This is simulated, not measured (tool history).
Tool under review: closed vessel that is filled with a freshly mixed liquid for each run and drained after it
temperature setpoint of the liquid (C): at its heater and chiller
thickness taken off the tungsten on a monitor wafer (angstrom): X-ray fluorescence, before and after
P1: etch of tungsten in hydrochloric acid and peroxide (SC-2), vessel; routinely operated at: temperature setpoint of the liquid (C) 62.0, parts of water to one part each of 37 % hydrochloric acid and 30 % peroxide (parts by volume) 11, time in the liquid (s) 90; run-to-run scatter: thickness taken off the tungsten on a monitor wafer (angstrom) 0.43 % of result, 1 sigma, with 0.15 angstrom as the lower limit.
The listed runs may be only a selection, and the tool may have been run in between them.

run  hour  temperature setpoint of the liquid (C)  parts of water to one part each of 37 % hydrochloric acid and 30 % peroxide (parts by volume)  time in the liquid (s)  hours since the thermometer was replaced  hours since the chemicals flow meter was replaced  hours since the drum of peroxide was connected  thickness taken off the tungsten on a monitor wafer (angstrom)
  1   3.1                                    62.0                                                                                             11                      90                                     277.8                                              475.0                                           527.9                                                          380.27
  2   5.9                                    62.0                                                                                             11                      90                                     280.6                                              477.8                                           530.7                                                          377.59
  3  10.5                                    72.0                                                                                             11                      90                                     285.2                                              482.4                                           535.3                                                          692.84
  4  14.3                                    49.5                                                                                             11                      90                                     289.0                                              486.2                                           539.1                                                          169.16
  5  17.0                                    62.0                                                                                              4                      90                                     291.7                                              488.9                                           541.8                                                          825.09
  6  19.6                                    62.0                                                                                             11                      90                                     294.3                                              491.5                                           544.4                                                          379.10
  7  22.0                                    62.0                                                                                             11                      90                                     296.7                                              493.9                                           546.8                                                          380.31
  8  25.1                                    62.0                                                                                             11                      90                                     299.8                                              497.0                                           549.9                                                          378.53
     28.4  -- chemicals flow meter replaced
  9  29.4                                    62.0                                                                                             19                      50                                     304.1                                                1.0                                           554.2                                                          130.34
 10  32.1                                    62.0                                                                                             11                      30                                     306.8                                                3.7                                           556.9                                                          126.62
 11  37.1                                    62.0                                                                                             18                      90                                     311.8                                                8.7                                           561.9                                                          249.53
 12  42.3                                    62.0                                                                                             11                      90                                     317.0                                               13.9                                           567.1                                                          377.21
 13  44.9                                    72.0                                                                                             11                      30                                     319.6                                               16.5                                           569.7                                                          230.41
 14  48.9                                    62.0                                                                                             11                     165                                     323.6                                               20.5                                           573.7                                                          694.81
 15  54.0                                    62.0                                                                                             11                      90                                     328.7                                               25.6                                           578.8                                                          382.01
 16  56.8                                    62.0                                                                                             11                      90                                     331.5                                               28.4                                           581.6                                                          390.59
 17  61.5                                    62.0                                                                                             11                      90                                     336.2                                               33.1                                           586.3                                                          399.41
 18  66.4                                    62.0                                                                                             11                      90                                     341.1                                               38.0                                           591.2                                                          408.19
 19  71.7                                    62.0                                                                                             11                      90                                     346.4                                               43.3                                           596.5                                                          412.40
 20  76.3                                    62.0                                                                                             11                      90                                     351.0                                               47.9                                           601.1                                                          411.84
 21  78.7                                    62.0                                                                                             11                      90                                     353.4                                               50.3                                           603.5                                                          415.18
 22  82.5                                    62.0                                                                                             11                      90                                     357.2                                               54.1                                           607.3                                                          418.34
 23  85.9                                    62.0                                                                                             11                      90                                     360.6                                               57.5                                           610.7                                                          413.32
 24  89.8                                    62.0                                                                                             11                      90                                     364.5                                               61.4                                           614.6                                                          418.11

P1 no longer gives what it gave before; its output has crept away from where it was. The following 2 causes, each at its listed size, fit the log equally well:
A: chemicals flow above the setpoint (%) = 11.6
B: liquid hotter than its thermometer reads (K) = 1.5
The creep began at about hour 54.0.
Excluded causes, each with its reason:
peroxide weaker than its label (%): at its largest 8, which would move thickness taken off the tungsten on a monitor wafer (angstrom) by -7.4 %, too little to match the creep or of the wrong sign

Below are 4 check runs, each averaged over 3 wafers, with their results shown as question marks. Which of them would give clearly different results depending on which cause is behind the drift?
check 1  93.7                                    72.0                                                                                           11.0                      90                                                                                                                                                                                                            ?
check 2  93.7                                    49.5                                                                                            5.5                      90                                                                                                                                                                                                            ?
check 3  93.7                                    62.0                                                                                           11.0                      40                                                                                                                                                                                                            ?
check 4  93.7                                    72.0                                                                                           11.0                     130                                                                                                                                                                                                            ?

If the cause were each of the candidates in turn, the checks would give the following:
  check                                                          result     if A     if B
check 1  thickness taken off the tungsten on a monitor wafer (angstrom)   761.00   757.40
check 2  thickness taken off the tungsten on a monitor wafer (angstrom)   319.01   325.62
check 3  thickness taken off the tungsten on a monitor wafer (angstrom)   185.27   185.36
check 4  thickness taken off the tungsten on a monitor wafer (angstrom)  1099.20  1094.00
Gap, in per cent, between the two causes that each check separates least, read from the result that separates them most: check 1 0.47 %; check 2 2.05 %; check 3 0.05 %; check 4 0.47 %
Only in check 2 would the causes give clearly different results; in the remaining checks their results would be nearly the same.

Check 2 has now been run. It gave: thickness taken off the tungsten on a monitor wafer (angstrom) 325.79. Which of the candidate causes is it?

B is the cause: liquid hotter than its thermometer reads (K).
